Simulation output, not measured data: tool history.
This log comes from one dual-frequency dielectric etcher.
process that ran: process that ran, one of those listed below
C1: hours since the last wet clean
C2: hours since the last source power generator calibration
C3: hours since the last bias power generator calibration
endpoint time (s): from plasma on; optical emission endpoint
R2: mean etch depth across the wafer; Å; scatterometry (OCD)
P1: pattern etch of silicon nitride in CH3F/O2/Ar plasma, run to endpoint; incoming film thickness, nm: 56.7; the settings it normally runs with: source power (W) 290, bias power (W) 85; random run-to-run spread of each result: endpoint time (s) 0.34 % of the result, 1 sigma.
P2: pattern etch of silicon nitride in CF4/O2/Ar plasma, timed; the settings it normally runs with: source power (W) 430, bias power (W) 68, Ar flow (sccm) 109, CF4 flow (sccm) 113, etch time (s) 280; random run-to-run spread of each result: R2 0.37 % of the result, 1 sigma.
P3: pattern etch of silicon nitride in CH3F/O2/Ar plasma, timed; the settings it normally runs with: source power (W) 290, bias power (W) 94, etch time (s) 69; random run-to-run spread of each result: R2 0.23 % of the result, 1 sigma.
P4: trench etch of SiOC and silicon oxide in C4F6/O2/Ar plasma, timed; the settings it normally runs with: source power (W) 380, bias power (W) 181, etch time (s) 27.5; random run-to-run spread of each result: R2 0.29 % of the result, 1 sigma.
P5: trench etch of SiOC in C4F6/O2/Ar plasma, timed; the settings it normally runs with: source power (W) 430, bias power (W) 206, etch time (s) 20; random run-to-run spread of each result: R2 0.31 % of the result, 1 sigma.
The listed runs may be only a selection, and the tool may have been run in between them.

{"run": 1, "hour": 6.9, "process that ran": "P1", "source power (W)": 290, "bias power (W)": 85, "C1": 400.4, "C2": 349.4, "C3": 824.6, "endpoint time (s)": 83.576}
{"run": 2, "hour": 18.3, "process that ran": "P2", "source power (W)": 430, "bias power (W)": 68, "Ar flow (sccm)": 109, "CF4 flow (sccm)": 160, "etch time (s)": 280, "C1": 411.8, "C2": 360.8, "C3": 836, "R2": 5625.4}
{"run": 3, "hour": 28.8, "process that ran": "P1", "source power (W)": 240, "bias power (W)": 70, "C1": 422.3, "C2": 371.3, "C3": 846.5, "endpoint time (s)": 95.519}
{"run": 4, "hour": 42.4, "process that ran": "P4", "source power (W)": 380, "bias power (W)": 117, "etch time (s)": 27.5, "C1": 435.9, "C2": 384.9, "C3": 860.1, "R2": 481.03}
{"run": 5, "hour": 53.1, "process that ran": "P2", "source power (W)": 430, "bias power (W)": 68, "Ar flow (sccm)": 151, "CF4 flow (sccm)": 113, "etch time (s)": 280, "C1": 446.6, "C2": 395.6, "C3": 870.8, "R2": 5306.1}
{"run": 6, "hour": 65.1, "process that ran": "P1", "source power (W)": 290, "bias power (W)": 85, "C1": 458.6, "C2": 407.6, "C3": 882.8, "endpoint time (s)": 83.392}
{"run": 7, "hour": 78.4, "process that ran": "P1", "source power (W)": 290, "bias power (W)": 85, "C1": 471.9, "C2": 420.9, "C3": 896.1, "endpoint time (s)": 82.802}
{"run": 8, "hour": 87.2, "process that ran": "P1", "source power (W)": 290, "bias power (W)": 107, "C1": 480.7, "C2": 429.7, "C3": 904.9, "endpoint time (s)": 76.736}
{"run": 9, "hour": 96.5, "process that ran": "P1", "source power (W)": 340, "bias power (W)": 85, "C1": 490, "C2": 439, "C3": 914.2, "endpoint time (s)": 78.19}
{"run": 10, "hour": 107.1, "process that ran": "P5", "source power (W)": 430, "bias power (W)": 206, "etch time (s)": 20, "C1": 500.6, "C2": 449.6, "C3": 924.8, "R2": 436.79}
{"run": 11, "hour": 116.5, "process that ran": "P4", "source power (W)": 540, "bias power (W)": 181, "etch time (s)": 27.5, "C1": 510, "C2": 459, "C3": 934.2, "R2": 628.05}
{"run": 12, "hour": 124.8, "process that ran": "P5", "source power (W)": 430, "bias power (W)": 206, "etch time (s)": 20, "C1": 518.3, "C2": 467.3, "C3": 942.5, "R2": 436.62}
{"run": 13, "hour": 133.8, "process that ran": "P5", "source power (W)": 300, "bias power (W)": 206, "etch time (s)": 20, "C1": 527.3, "C2": 476.3, "C3": 951.5, "R2": 378.89}
{"run": 14, "hour": 140.1, "process that ran": "P1", "source power (W)": 230, "bias power (W)": 85, "C1": 533.6, "C2": 482.6, "C3": 957.8, "endpoint time (s)": 91.249}
{"run": 15, "hour": 149.3, "process that ran": "P3", "source power (W)": 290, "bias power (W)": 72, "etch time (s)": 69, "C1": 542.8, "C2": 491.8, "C3": 967, "R2": 426.92}
{"run": 16, "hour": 157.0, "process that ran": "P4", "source power (W)": 380, "bias power (W)": 181, "etch time (s)": 27.5, "C1": 550.5, "C2": 499.5, "C3": 974.7, "R2": 547.53}
{"run": 17, "hour": 170.3, "process that ran": "P3", "source power (W)": 290, "bias power (W)": 94, "etch time (s)": 69, "C1": 563.8, "C2": 512.8, "C3": 988, "R2": 470.37}
{"run": 18, "hour": 180.6, "process that ran": "P3", "source power (W)": 370, "bias power (W)": 94, "etch time (s)": 69, "C1": 574.1, "C2": 523.1, "C3": 998.3, "R2": 513.86}
{"run": 19, "hour": 193.8, "process that ran": "P4", "source power (W)": 380, "bias power (W)": 181, "etch time (s)": 27.5, "C1": 587.3, "C2": 536.3, "C3": 1011.5, "R2": 547.73}
{"run": 20, "hour": 202.5, "process that ran": "P2", "source power (W)": 430, "bias power (W)": 68, "Ar flow (sccm)": 109, "CF4 flow (sccm)": 113, "etch time (s)": 280, "C1": 596, "C2": 545, "C3": 1020.2, "R2": 5499.3}
{"run": 21, "hour": 215.2, "process that ran": "P3", "source power (W)": 290, "bias power (W)": 94, "etch time (s)": 41.5, "C1": 608.7, "C2": 557.7, "C3": 1032.9, "R2": 282.9}
{"run": 22, "hour": 222.7, "process that ran": "P1", "source power (W)": 290, "bias power (W)": 85, "C1": 616.2, "C2": 565.2, "C3": 1040.4, "endpoint time (s)": 83.369}
{"run": 23, "hour": 231.7, "process that ran": "P5", "source power (W)": 430, "bias power (W)": 251, "etch time (s)": 20, "C1": 625.2, "C2": 574.2, "C3": 1049.4, "R2": 463.04}
{"run": 24, "hour": 241.6, "process that ran": "P2", "source power (W)": 560, "bias power (W)": 68, "Ar flow (sccm)": 109, "CF4 flow (sccm)": 113, "etch time (s)": 280, "C1": 635.1, "C2": 584.1, "C3": 1059.3, "R2": 6843.4}
{"run": 25, "hour": 251.6, "process that ran": "P3", "source power (W)": 290, "bias power (W)": 94, "etch time (s)": 69, "C1": 645.1, "C2": 594.1, "C3": 1069.3, "R2": 471.14}
{"run": 26, "hour": 262.4, "process that ran": "P1", "source power (W)": 380, "bias power (W)": 64, "C1": 655.9, "C2": 604.9, "C3": 1080.1, "endpoint time (s)": 82.891}
{"run": 27, "hour": 271.9, "process that ran": "P2", "source power (W)": 430, "bias power (W)": 56, "Ar flow (sccm)": 109, "CF4 flow (sccm)": 113, "etch time (s)": 280, "C1": 665.4, "C2": 614.4, "C3": 1089.6, "R2": 5083.6}
{"run": 28, "hour": 282.9, "process that ran": "P2", "source power (W)": 430, "bias power (W)": 68, "Ar flow (sccm)": 109, "CF4 flow (sccm)": 113, "etch time (s)": 364.5, "C1": 676.4, "C2": 625.4, "C3": 1100.6, "R2": 7127.9}
{"run": 29, "hour": 295.2, "process that ran": "P1", "source power (W)": 290, "bias power (W)": 85, "C1": 688.7, "C2": 637.7, "C3": 1112.9, "endpoint time (s)": 83.106}
{"run": 30, "hour": 306.4, "process that ran": "P5", "source power (W)": 430, "bias power (W)": 206, "etch time (s)": 12, "C1": 699.9, "C2": 648.9, "C3": 1124.1, "R2": 261.61}
{"run": 31, "hour": 315.9, "process that ran": "P1", "source power (W)": 290, "bias power (W)": 53, "C1": 709.4, "C2": 658.4, "C3": 1133.6, "endpoint time (s)": 97.906}
{"run": 32, "hour": 327.9, "process that ran": "P1", "source power (W)": 290, "bias power (W)": 85, "C1": 721.4, "C2": 670.4, "C3": 1145.6, "endpoint time (s)": 83.134}
{"run": 33, "hour": 340.5, "process that ran": "P4", "source power (W)": 380, "bias power (W)": 181, "etch time (s)": 38.5, "C1": 734, "C2": 683, "C3": 1158.2, "R2": 770.02}
{"run": 34, "hour": 351.2, "process that ran": "P1", "source power (W)": 290, "bias power (W)": 85, "C1": 744.7, "C2": 693.7, "C3": 1168.9, "endpoint time (s)": 82.755}
{"run": 35, "hour": 364.6, "process that ran": "P1", "source power (W)": 290, "bias power (W)": 85, "C1": 758.1, "C2": 707.1, "C3": 1182.3, "endpoint time (s)": 83.173}
{"run": 36, "hour": 377.2, "process that ran": "P1", "source power (W)": 290, "bias power (W)": 85, "C1": 770.7, "C2": 719.7, "C3": 1194.9, "endpoint time (s)": 84.6}
{"run": 37, "hour": 385.7, "process that ran": "P1", "source power (W)": 290, "bias power (W)": 85, "C1": 779.2, "C2": 728.2, "C3": 1203.4, "endpoint time (s)": 84.379}
{"run": 38, "hour": 397.4, "process that ran": "P1", "source power (W)": 290, "bias power (W)": 85, "C1": 790.9, "C2": 739.9, "C3": 1215.1, "endpoint time (s)": 84.69}
{"run": 39, "hour": 411.1, "process that ran": "P1", "source power (W)": 290, "bias power (W)": 85, "C1": 804.6, "C2": 753.6, "C3": 1228.8, "endpoint time (s)": 84.632}
{"run": 40, "hour": 418.3, "process that ran": "P1", "source power (W)": 290, "bias power (W)": 85, "C1": 811.8, "C2": 760.8, "C3": 1236, "endpoint time (s)": 84.719}
{"hour": 418.7, "done": "wet clean of the chamber"}
{"run": 41, "hour": 429.9, "process that ran": "P1", "source power (W)": 290, "bias power (W)": 85, "C1": 11.2, "C2": 772.4, "C3": 1247.6, "endpoint time (s)": 84.462}
{"run": 42, "hour": 440.6, "process that ran": "P1", "source power (W)": 290, "bias power (W)": 85, "C1": 21.9, "C2": 783.1, "C3": 1258.3, "endpoint time (s)": 84.709}

The output of P1 has drifted from where it used to be. Each of the 2 causes below, taken at the size shown beside it, accounts for the log equally well:
A: bias power that arrives under what is set, % = 4.6
B: source power that arrives under what is set, % = 4.46
At approximately hour 364.6, the process output began to creep.
Ruled out, with reasons:
chamber walls in a state that lowers the etch rate, %: serviced at hour 418.7, after the drift had started, without restoring the earlier output

4 check runs are offered, each on 2 wafers whose results are averaged, their results left as question marks. Which one tells the causes apart?
{"run": "check 1", "hour": 451.3, "process that ran": "P3", "source power (W)": 290, "bias power (W)": 94, "etch time (s)": 69, "R2": "?"}
{"run": "check 2", "hour": 451.3, "process that ran": "P2", "source power (W)": 430, "bias power (W)": 68, "Ar flow (sccm)": 109, "CF4 flow (sccm)": 113, "etch time (s)": 280, "R2": "?"}
{"run": "check 3", "hour": 451.3, "process that ran": "P4", "source power (W)": 380, "bias power (W)": 181, "etch time (s)": 27.5, "R2": "?"}
{"run": "check 4", "hour": 451.3, "process that ran": "P5", "source power (W)": 430, "bias power (W)": 206, "etch time (s)": 20, "R2": "?"}

If the cause were each of the candidates in turn, the checks would give the following:
check=check_1 result=R2 if_A=462.93 if_B=463.14
check=check_2 result=R2 if_A=5388.2 if_B=5277.5
check=check_3 result=R2 if_A=539.56 if_B=538.04
check=check_4 result=R2 if_A=428.54 if_B=427.49
Minimum pairwise separation of causes per check, each pair taken at its best-separating result: check 1 0.04 %; check 2 2.08 %; check 3 0.28 %; check 4 0.25 %
Check 2 is the one run that separates the causes; every other check would come out nearly the same whichever cause is at work.

With check 2 done, the readings were: R2 5288.5 Å. Identify which of the listed causes applies.

Of the candidate causes, it is B: source power that arrives under what is set, %.

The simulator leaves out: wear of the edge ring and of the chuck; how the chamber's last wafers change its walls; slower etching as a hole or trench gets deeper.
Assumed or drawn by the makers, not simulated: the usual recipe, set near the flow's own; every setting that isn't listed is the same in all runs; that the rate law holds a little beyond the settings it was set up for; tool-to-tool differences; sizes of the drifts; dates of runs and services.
